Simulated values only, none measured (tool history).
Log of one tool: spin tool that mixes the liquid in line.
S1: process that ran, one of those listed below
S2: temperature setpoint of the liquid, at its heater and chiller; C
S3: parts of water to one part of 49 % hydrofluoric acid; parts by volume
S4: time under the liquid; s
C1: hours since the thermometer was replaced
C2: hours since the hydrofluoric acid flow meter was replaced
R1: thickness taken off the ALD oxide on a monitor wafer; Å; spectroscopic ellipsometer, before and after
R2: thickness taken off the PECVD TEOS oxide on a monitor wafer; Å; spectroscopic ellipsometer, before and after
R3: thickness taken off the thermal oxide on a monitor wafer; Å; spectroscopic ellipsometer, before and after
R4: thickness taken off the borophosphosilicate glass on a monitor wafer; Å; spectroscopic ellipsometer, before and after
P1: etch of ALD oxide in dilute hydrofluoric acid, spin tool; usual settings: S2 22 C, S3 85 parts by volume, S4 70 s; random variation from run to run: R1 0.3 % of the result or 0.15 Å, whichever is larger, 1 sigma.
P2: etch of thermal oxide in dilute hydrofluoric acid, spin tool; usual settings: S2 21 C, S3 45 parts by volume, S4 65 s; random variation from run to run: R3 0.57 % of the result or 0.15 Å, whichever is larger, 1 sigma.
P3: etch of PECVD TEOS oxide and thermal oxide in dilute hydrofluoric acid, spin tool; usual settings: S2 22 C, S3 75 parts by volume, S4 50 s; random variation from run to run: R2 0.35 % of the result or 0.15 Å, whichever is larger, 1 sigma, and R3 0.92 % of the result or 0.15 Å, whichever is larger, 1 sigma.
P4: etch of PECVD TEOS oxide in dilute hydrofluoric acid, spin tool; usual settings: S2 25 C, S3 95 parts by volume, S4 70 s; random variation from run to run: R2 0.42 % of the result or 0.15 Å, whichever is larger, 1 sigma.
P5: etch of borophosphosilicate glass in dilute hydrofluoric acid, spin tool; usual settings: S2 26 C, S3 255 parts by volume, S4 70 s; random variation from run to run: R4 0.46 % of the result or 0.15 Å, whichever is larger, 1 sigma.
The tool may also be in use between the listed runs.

{"run": 1, "day": 0.167, "S1": "P1", "S2": 22, "S3": 85, "S4": 70, "C1": 726.6, "C2": 239.9, "R1": 161.29}
{"run": 2, "day": 0.479, "S1": "P4", "S2": 19, "S3": 95, "S4": 70, "C1": 734.1, "C2": 247.4, "R2": 82.79}
{"run": 3, "day": 0.679, "S1": "P3", "S2": 22, "S3": 75, "S4": 50, "C1": 738.9, "C2": 252.2, "R2": 116.0, "R3": 30.119}
{"run": 4, "day": 0.95, "S1": "P2", "S2": 21, "S3": 45, "S4": 65, "C1": 745.4, "C2": 258.7, "R3": 63.328}
{"run": 5, "day": 1.217, "S1": "P1", "S2": 30, "S3": 85, "S4": 70, "C1": 751.8, "C2": 265.1, "R1": 221.59}
{"run": 6, "day": 1.371, "S1": "P1", "S2": 17, "S3": 85, "S4": 70, "C1": 755.5, "C2": 268.8, "R1": 132.27}
{"day": 1.467, "done": "thermometer replaced"}
{"run": 7, "day": 1.6, "S1": "P1", "S2": 22, "S3": 85, "S4": 115, "C1": 3.3, "C2": 274.3, "R1": 265.21}
{"run": 8, "day": 1.804, "S1": "P1", "S2": 22, "S3": 140, "S4": 70, "C1": 8.2, "C2": 279.2, "R1": 92.24}
{"run": 9, "day": 1.975, "S1": "P3", "S2": 22, "S3": 75, "S4": 50, "C1": 12.3, "C2": 283.3, "R2": 116.55, "R3": 30.39}
{"run": 10, "day": 2.233, "S1": "P4", "S2": 25, "S3": 95, "S4": 15, "C1": 18.5, "C2": 289.5, "R2": 22.692}
{"run": 11, "day": 2.442, "S1": "P2", "S2": 21, "S3": 75, "S4": 65, "C1": 23.5, "C2": 294.5, "R3": 36.536}
{"run": 12, "day": 2.754, "S1": "P5", "S2": 34, "S3": 255, "S4": 70, "C1": 31.0, "C2": 302.0, "R4": 113.52}
{"run": 13, "day": 2.9, "S1": "P4", "S2": 25, "S3": 45, "S4": 70, "C1": 34.5, "C2": 305.5, "R2": 239.52}
{"run": 14, "day": 3.092, "S1": "P1", "S2": 22, "S3": 85, "S4": 70, "C1": 39.1, "C2": 310.1, "R1": 161.41}
{"run": 15, "day": 3.4, "S1": "P5", "S2": 26, "S3": 255, "S4": 70, "C1": 46.5, "C2": 317.5, "R4": 87.684}
{"run": 16, "day": 3.588, "S1": "P1", "S2": 22, "S3": 85, "S4": 70, "C1": 51.0, "C2": 322.0, "R1": 162.53}
{"run": 17, "day": 3.85, "S1": "P1", "S2": 22, "S3": 85, "S4": 70, "C1": 57.3, "C2": 328.3, "R1": 161.69}
{"day": 4.029, "done": "hydrofluoric acid flow meter replaced"}
{"run": 18, "day": 4.067, "S1": "P1", "S2": 22, "S3": 85, "S4": 70, "C1": 62.5, "C2": 1.0, "R1": 161.82}
{"run": 19, "day": 4.383, "S1": "P5", "S2": 26, "S3": 255, "S4": 70, "C1": 70.1, "C2": 8.6, "R4": 86.819}
{"run": 20, "day": 4.529, "S1": "P1", "S2": 22, "S3": 40, "S4": 70, "C1": 73.6, "C2": 12.1, "R1": 362.71}
{"run": 21, "day": 4.688, "S1": "P3", "S2": 22, "S3": 75, "S4": 80, "C1": 77.4, "C2": 15.9, "R2": 186.19, "R3": 48.499}
{"run": 22, "day": 4.933, "S1": "P1", "S2": 22, "S3": 85, "S4": 70, "C1": 83.3, "C2": 21.8, "R1": 161.68}
{"run": 23, "day": 5.129, "S1": "P5", "S2": 26, "S3": 40, "S4": 70, "C1": 88.0, "C2": 26.5, "R4": 722.29}
{"run": 24, "day": 5.267, "S1": "P1", "S2": 22, "S3": 85, "S4": 35, "C1": 91.3, "C2": 29.8, "R1": 80.77}
{"run": 25, "day": 5.55, "S1": "P4", "S2": 25, "S3": 95, "S4": 70, "C1": 98.1, "C2": 36.6, "R2": 105.93}
{"run": 26, "day": 5.696, "S1": "P3", "S2": 22, "S3": 20, "S4": 50, "C1": 101.6, "C2": 40.1, "R2": 469.96, "R3": 121.42}
{"run": 27, "day": 6.004, "S1": "P2", "S2": 21, "S3": 45, "S4": 15, "C1": 109.0, "C2": 47.5, "R3": 14.709}
{"run": 28, "day": 6.288, "S1": "P1", "S2": 22, "S3": 115, "S4": 105, "C1": 115.8, "C2": 54.3, "R1": 172.81}
{"run": 29, "day": 6.538, "S1": "P2", "S2": 17, "S3": 45, "S4": 65, "C1": 121.8, "C2": 60.3, "R3": 53.04}
{"run": 30, "day": 6.717, "S1": "P2", "S2": 21, "S3": 45, "S4": 65, "C1": 126.1, "C2": 64.6, "R3": 63.553}
{"run": 31, "day": 6.942, "S1": "P3", "S2": 30, "S3": 75, "S4": 50, "C1": 131.5, "C2": 70.0, "R2": 159.89, "R3": 41.926}
{"run": 32, "day": 7.142, "S1": "P5", "S2": 26, "S3": 255, "S4": 15, "C1": 136.3, "C2": 74.8, "R4": 18.928}
{"run": 33, "day": 7.446, "S1": "P1", "S2": 22, "S3": 85, "S4": 70, "C1": 143.6, "C2": 82.1, "R1": 162.23}
{"run": 34, "day": 7.729, "S1": "P1", "S2": 22, "S3": 85, "S4": 70, "C1": 150.4, "C2": 88.9, "R1": 153.79}
{"run": 35, "day": 8.017, "S1": "P1", "S2": 22, "S3": 85, "S4": 70, "C1": 157.3, "C2": 95.8, "R1": 151.42}
{"run": 36, "day": 8.196, "S1": "P1", "S2": 22, "S3": 85, "S4": 70, "C1": 161.6, "C2": 100.1, "R1": 150.21}
{"run": 37, "day": 8.508, "S1": "P1", "S2": 22, "S3": 85, "S4": 70, "C1": 169.1, "C2": 107.6, "R1": 148.75}
{"run": 38, "day": 8.671, "S1": "P1", "S2": 22, "S3": 85, "S4": 70, "C1": 173.0, "C2": 111.5, "R1": 148.38}
{"run": 39, "day": 8.933, "S1": "P1", "S2": 22, "S3": 85, "S4": 70, "C1": 179.3, "C2": 117.8, "R1": 146.97}
{"run": 40, "day": 9.142, "S1": "P1", "S2": 22, "S3": 85, "S4": 70, "C1": 184.3, "C2": 122.8, "R1": 146.89}
{"run": 41, "day": 9.383, "S1": "P1", "S2": 22, "S3": 85, "S4": 70, "C1": 190.1, "C2": 128.6, "R1": 147.37}

What P1 gives has crept away from where it was. These 2 causes fit the log equally well, each at the size given:
A: hydrofluoric acid flow below the setpoint (%) = 8.17
B: liquid colder than its thermometer reads (K) = 2.3
The creep began at about day 7.446.

4 check runs are offered, each on 3 wafers whose results are averaged, their results left as question marks. Which one tells the causes apart?
{"run": "check 1", "day": 9.625, "S1": "P3", "S2": 22, "S3": 75, "S4": 80, "R2": "?", "R3": "?"}
{"run": "check 2", "day": 9.625, "S1": "P4", "S2": 19, "S3": 95, "S4": 25, "R2": "?"}
{"run": "check 3", "day": 9.625, "S1": "P5", "S2": 33, "S3": 255, "S4": 15, "R4": "?"}
{"run": "check 4", "day": 9.625, "S1": "P2", "S2": 18, "S3": 45, "S4": 15, "R3": "?"}

What each check would give under each cause:
check=check_1 result=R2 if_A=170.260 if_B=169.910
check=check_1 result=R3 if_A=43.978 if_B=43.887
check=check_2 result=R2 if_A=27.048 if_B=26.990
check=check_3 result=R4 if_A=21.111 if_B=21.928
check=check_4 result=R3 if_A=11.801 if_B=11.675
How far apart the two closest causes lie, in the result that separates them most: check 1 0.21 %; check 2 0.22 %; check 3 3.8 %; check 4 1.07 %
Check 3 tells the causes apart: in the others they would give nearly the same result.

Then check 3 was run and gave: R4 21.039 Å. Which cause is it?

It is A: hydrofluoric acid flow below the setpoint (%).
